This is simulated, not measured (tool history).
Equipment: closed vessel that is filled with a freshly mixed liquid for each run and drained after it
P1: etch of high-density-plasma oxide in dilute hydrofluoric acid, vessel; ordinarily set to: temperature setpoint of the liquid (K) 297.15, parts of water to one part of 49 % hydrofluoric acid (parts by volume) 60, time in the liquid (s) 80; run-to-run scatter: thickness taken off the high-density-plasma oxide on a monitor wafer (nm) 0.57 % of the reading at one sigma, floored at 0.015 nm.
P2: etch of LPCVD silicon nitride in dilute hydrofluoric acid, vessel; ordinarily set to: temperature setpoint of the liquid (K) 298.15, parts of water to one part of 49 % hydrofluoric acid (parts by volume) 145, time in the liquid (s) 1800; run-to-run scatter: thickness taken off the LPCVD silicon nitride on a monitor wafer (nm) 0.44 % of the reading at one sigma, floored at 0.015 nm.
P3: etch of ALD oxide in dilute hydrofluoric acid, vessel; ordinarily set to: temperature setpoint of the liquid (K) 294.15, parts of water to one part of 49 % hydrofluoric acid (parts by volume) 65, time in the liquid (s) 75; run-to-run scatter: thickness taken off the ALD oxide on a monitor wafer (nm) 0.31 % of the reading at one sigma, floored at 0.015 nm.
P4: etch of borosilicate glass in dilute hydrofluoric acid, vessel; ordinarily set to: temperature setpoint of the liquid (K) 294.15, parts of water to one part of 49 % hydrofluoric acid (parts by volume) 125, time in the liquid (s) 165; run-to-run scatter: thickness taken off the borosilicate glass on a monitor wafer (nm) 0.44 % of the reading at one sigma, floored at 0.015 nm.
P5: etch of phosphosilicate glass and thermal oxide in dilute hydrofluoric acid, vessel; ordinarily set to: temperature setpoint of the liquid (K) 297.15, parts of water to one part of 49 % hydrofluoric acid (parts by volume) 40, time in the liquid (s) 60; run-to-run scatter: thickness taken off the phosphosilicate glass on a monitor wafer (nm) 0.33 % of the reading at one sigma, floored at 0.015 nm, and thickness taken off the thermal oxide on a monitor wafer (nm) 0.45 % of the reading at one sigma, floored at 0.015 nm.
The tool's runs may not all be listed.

run	hour	process that ran	temperature setpoint of the liquid (K)	parts of water to one part of 49 % hydrofluoric acid (parts by volume)	time in the liquid (s)	thickness taken off the high-density-plasma oxide on a monitor wafer (nm)	thickness taken off the borosilicate glass on a monitor wafer (nm)	thickness taken off the LPCVD silicon nitride on a monitor wafer (nm)	thickness taken off the ALD oxide on a monitor wafer (nm)	thickness taken off the phosphosilicate glass on a monitor wafer (nm)	thickness taken off the thermal oxide on a monitor wafer (nm)
1	10.1	P1	297.15	60	80	7.1929					
2	20.7	P1	303.15	95	80	5.4713					
3	30.7	P4	298.65	125	165		65.403				
4	43.1	P1	297.15	105	135	6.5332					
5	55.5	P1	297.15	60	30	2.7002					
6	67	P2	303.65	145	1800			9.4226			
7	78.6	P1	297.15	30	80	14.979					
8	87.6	P3	298.15	65	75				12.715		
9	102.1	P1	297.15	60	80	7.1758					
10	114.1	P5	297.15	40	30					91.843	3.8902
11	127.8	P5	297.15	65	60					109.28	4.5998
# hour 134.6: thermometer replaced
12	137.6	P4	294.15	125	165		55.127				
13	154.6	P1	297.15	60	80	7.183					
14	171.6	P1	297.15	60	145	13.09					
15	179.8	P1	297.15	25	115	25.767					
16	192.3	P3	294.15	65	75				10.883		
17	204.6	P2	298.15	145	2675			9.9885			
18	222	P4	294.15	125	325		109.25				
19	236.5	P3	294.15	25	75				29.528		
20	246.2	P1	297.15	60	80	7.1298					
21	258.1	P4	294.15	190	165		34				
22	275.6	P2	298.15	145	1800			6.6533			
23	286.5	P1	297.15	60	80	7.1311					
24	304.1	P5	292.65	40	60					152.77	6.4625
25	316.9	P3	294.15	65	30				4.3259		
26	326.8	P1	302.65	60	80	8.9666					
27	336.1	P1	297.15	95	80	4.2964					
# hour 351.1: hydrofluoric acid flow meter replaced
28	353.4	P5	297.15	40	60					184.56	7.7992
29	369.1	P2	298.15	70	1800			13.765			
30	382.1	P1	297.15	60	80	7.2649					
31	399.7	P1	290.15	60	80	5.3421					
32	409.3	P1	297.15	60	80	7.2469					
33	420.1	P1	297.15	60	80	7.4978					
34	431.7	P1	297.15	60	80	7.699					
35	442.2	P1	297.15	60	80	7.7332					
36	454.1	P1	297.15	60	80	7.8008					
37	467.2	P1	297.15	60	80	7.8156					
38	483	P1	297.15	60	80	7.7921					

P1 no longer gives what it gave before; its output has crept away from where it was. The following 2 causes, each at its listed size, fit the log equally well:
A: liquid hotter than its thermometer reads (K) = 2.18
B: hydrofluoric acid flow above the setpoint (%) = 8.55
Creep in the process output first set in at about hour 409.3.

Of the 4 check runs listed below, each run on one wafer and each result written as a question mark, which would let you distinguish the listed causes because they would give clearly different results?
check 1	498.8	P2	298.15	145	1800			?			
check 2	498.8	P3	294.15	65	75				?		
check 3	498.8	P5	297.15	40	60					?	?
check 4	498.8	P4	294.15	125	165		?				

Outcome of each check run for each possible cause:
check	result	if A	if B
check 1	thickness taken off the LPCVD silicon nitride on a monitor wafer (nm)	7.6669	7.2425
check 2	thickness taken off the ALD oxide on a monitor wafer (nm)	11.832	11.811
check 3	thickness taken off the phosphosilicate glass on a monitor wafer (nm)	201.84	201.15
check 3	thickness taken off the thermal oxide on a monitor wafer (nm)	8.5096	8.4803
check 4	thickness taken off the borosilicate glass on a monitor wafer (nm)	60.144	60.544
Separation of the two closest causes in each check, using whichever result separates them best: check 1 5.69 %; check 2 0.18 %; check 3 0.34 %; check 4 0.66 %
Only in check 1 would the causes give clearly different results; in the remaining checks their results would be nearly the same.

Check 1 has now been run. It gave: thickness taken off the LPCVD silicon nitride on a monitor wafer (nm) 7.2063. Which of the candidate causes is it?

B is the cause: hydrofluoric acid flow above the setpoint (%).
